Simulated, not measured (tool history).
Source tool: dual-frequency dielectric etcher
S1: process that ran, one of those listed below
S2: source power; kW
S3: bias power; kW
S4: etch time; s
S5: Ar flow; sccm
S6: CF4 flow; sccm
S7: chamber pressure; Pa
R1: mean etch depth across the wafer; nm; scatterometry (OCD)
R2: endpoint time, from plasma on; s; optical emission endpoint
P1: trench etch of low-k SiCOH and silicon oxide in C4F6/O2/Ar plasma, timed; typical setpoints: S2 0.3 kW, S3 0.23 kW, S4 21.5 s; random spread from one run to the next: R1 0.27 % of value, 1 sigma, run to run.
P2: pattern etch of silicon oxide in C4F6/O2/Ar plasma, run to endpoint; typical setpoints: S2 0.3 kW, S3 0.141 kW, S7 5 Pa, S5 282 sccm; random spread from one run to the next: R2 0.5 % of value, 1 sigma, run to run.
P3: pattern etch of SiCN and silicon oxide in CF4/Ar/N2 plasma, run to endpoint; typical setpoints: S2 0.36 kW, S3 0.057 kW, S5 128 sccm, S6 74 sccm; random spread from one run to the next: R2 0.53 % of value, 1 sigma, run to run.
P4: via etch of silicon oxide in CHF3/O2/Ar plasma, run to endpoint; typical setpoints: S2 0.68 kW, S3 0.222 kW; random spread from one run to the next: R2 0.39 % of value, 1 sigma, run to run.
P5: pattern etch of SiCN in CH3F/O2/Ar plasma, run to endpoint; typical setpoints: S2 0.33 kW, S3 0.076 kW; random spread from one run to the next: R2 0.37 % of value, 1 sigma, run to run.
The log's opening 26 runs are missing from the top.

Run 27, hour 312.7: S1 P1, S2 0.3 kW, S3 0.152 kW, S4 21.5 s. Result: R1 55.827 nm.
Run 28, hour 327.2: S1 P1, S2 0.3 kW, S3 0.23 kW, S4 21.5 s. Result: R1 63.766 nm.
Run 29, hour 339.5: S1 P1, S2 0.3 kW, S3 0.23 kW, S4 29.5 s. Result: R1 87.69 nm.
Run 30, hour 347.2: S1 P4, S2 0.5 kW, S3 0.222 kW. Result: R2 378.08 s.
Run 31, hour 357.3: S1 P1, S2 0.3 kW, S3 0.23 kW, S4 21.5 s. Result: R1 64.052 nm.
Run 32, hour 369.8: S1 P1, S2 0.3 kW, S3 0.311 kW, S4 16.5 s. Result: R1 54.382 nm.
At hour 370.2: wet clean of the chamber.
Run 33, hour 383.6: S1 P2, S2 0.3 kW, S3 0.141 kW, S5 338 sccm, S7 5 Pa. Result: R2 11.959 s.
Run 34, hour 399.3: S1 P2, S2 0.18 kW, S3 0.141 kW, S5 282 sccm, S7 5 Pa. Result: R2 14.289 s.
Run 35, hour 412.8: S1 P1, S2 0.3 kW, S3 0.23 kW, S4 21.5 s. Result: R1 63.83 nm.

Estimate the outcome of run 36 from the log above:
Run 36, hour 427.4: S1 P1, S2 0.3 kW, S3 0.23 kW, S4 21.5 s. Result: R1 ?.

{"run 36": {"R1": 64.241}}
